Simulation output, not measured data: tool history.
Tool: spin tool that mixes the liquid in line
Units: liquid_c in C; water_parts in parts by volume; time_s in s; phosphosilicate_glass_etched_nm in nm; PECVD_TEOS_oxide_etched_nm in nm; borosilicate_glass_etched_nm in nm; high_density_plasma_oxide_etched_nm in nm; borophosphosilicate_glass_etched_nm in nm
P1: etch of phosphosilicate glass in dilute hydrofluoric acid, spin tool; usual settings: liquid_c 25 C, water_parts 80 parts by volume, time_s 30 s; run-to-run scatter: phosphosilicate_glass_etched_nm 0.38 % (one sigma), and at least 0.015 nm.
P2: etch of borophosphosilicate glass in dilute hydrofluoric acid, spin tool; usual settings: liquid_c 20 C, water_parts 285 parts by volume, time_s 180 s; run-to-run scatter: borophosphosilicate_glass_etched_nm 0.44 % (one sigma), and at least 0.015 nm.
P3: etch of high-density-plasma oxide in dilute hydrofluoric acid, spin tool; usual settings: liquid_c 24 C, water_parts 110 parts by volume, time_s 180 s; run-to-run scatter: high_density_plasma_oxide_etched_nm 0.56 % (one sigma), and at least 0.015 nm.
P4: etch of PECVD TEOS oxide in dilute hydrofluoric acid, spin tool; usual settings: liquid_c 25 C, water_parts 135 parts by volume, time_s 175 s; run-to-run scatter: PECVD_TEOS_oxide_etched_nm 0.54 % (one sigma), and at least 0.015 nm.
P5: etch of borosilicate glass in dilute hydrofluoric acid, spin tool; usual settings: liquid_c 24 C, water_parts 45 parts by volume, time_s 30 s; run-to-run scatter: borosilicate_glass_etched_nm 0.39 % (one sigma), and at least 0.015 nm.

run  hour  process  liquid_c  water_parts  time_s  hours since the thermometer was replaced  hours since the hydrofluoric acid flow meter was replaced  phosphosilicate_glass_etched_nm  PECVD_TEOS_oxide_etched_nm  borosilicate_glass_etched_nm  high_density_plasma_oxide_etched_nm  borophosphosilicate_glass_etched_nm
  1     4       P1        25           80      30                                    1022.6                                                      646.1                           37.302
  2   7.4       P4      17.5          135     175                                      1026                                                      649.5                                                        8.319
  3  10.5       P1        25           25      30                                    1029.1                                                      652.6                           128.39
  4  12.9       P1        25           80      15                                    1031.5                                                        655                           18.684
  5  17.1       P1        25           80      30                                    1035.7                                                      659.2                           37.404
  6  20.4       P1        25          140      50                                      1039                                                      662.5                           33.094
  7  23.9       P4        25          135     175                                    1042.5                                                        666                                                       11.148
  8    26       P4        25          135     310                                    1044.6                                                      668.1                                                       19.817
  9  29.1       P5        24           60      30                                    1047.7                                                      671.2                                                                                     15.056
 10  31.7       P5        24           45      15                                    1050.3                                                      673.8                                                                                     10.258
 11  34.1       P3      17.5          110     180                                    1052.7                                                      676.2                                                                                                                          6.0308
 12  36.3       P1      29.5           80      30                                    1054.9                                                      678.4                           44.723
 13  38.2       P1        25           80      30                                    1056.8                                                      680.3                           37.505
 14    41       P1        25           80      60                                    1059.6                                                      683.1                           74.653
 15  44.7       P2        20          285     355                                    1063.3                                                      686.8                                                                                                                                                               32.173
 16    47       P4        25          135     175                                    1065.6                                                      689.1                                                       11.168
 17  50.3       P1        25          115      30                                    1068.9                                                      692.4                           24.966
 18  53.3       P3        24          175     180                                    1071.9                                                      695.4                                                                                                                          4.6278
 19  55.2       P1        25           80      30                                    1073.8                                                      697.3                           37.475
 20    57       P3        24          110     180                                    1075.6                                                      699.1                                                                                                                          7.8478
 21  58.8       P2        20          285     180                                    1077.4                                                      700.9                                                                                                                                                               16.312
 22  62.2       P1      20.5           80      30                                    1080.8                                                      704.3                           31.413
 23  65.9       P1      31.5          135      30                                    1084.5                                                        708                           26.566
 24  69.3       P3        24          110      20                                    1087.9                                                      711.4                                                                                                                           0.907
 25  72.1       P1        25           80      30                                    1090.7                                                      714.2                           37.478
 26  74.1       P2        20          285     180                                    1092.7                                                      716.2                                                                                                                                                               16.316
 27  76.5       P3        24          110     180                                    1095.1                                                      718.6                                                                                                                          7.9447
 28  80.2       P4        25          210     175                                    1098.8                                                      722.3                                                       6.4763
 29  83.6       P5        24           45      30                                    1102.2                                                      725.7                                                                                     20.428
 30  87.4       P2        20          450     180                                      1106                                                      729.5                                                                                                                                                               9.0036
 31  89.7       P1        25           80      30                                    1108.3                                                      731.8                           37.658
 32  92.2       P2        26          285     180                                    1110.8                                                      734.3                                                                                                                                                                20.28
 33  94.8       P5      29.5           45      30                                    1113.4                                                      736.9                                                                                     25.572
 34  97.4       P1        25           80      30                                      1116                                                      739.5                           37.488

The next listed run, before its measurement:
 35  101.2       P1        25           80      30                                    1119.8                                                      743.3                                ?

phosphosilicate_glass_etched_nm: 38.67 nm
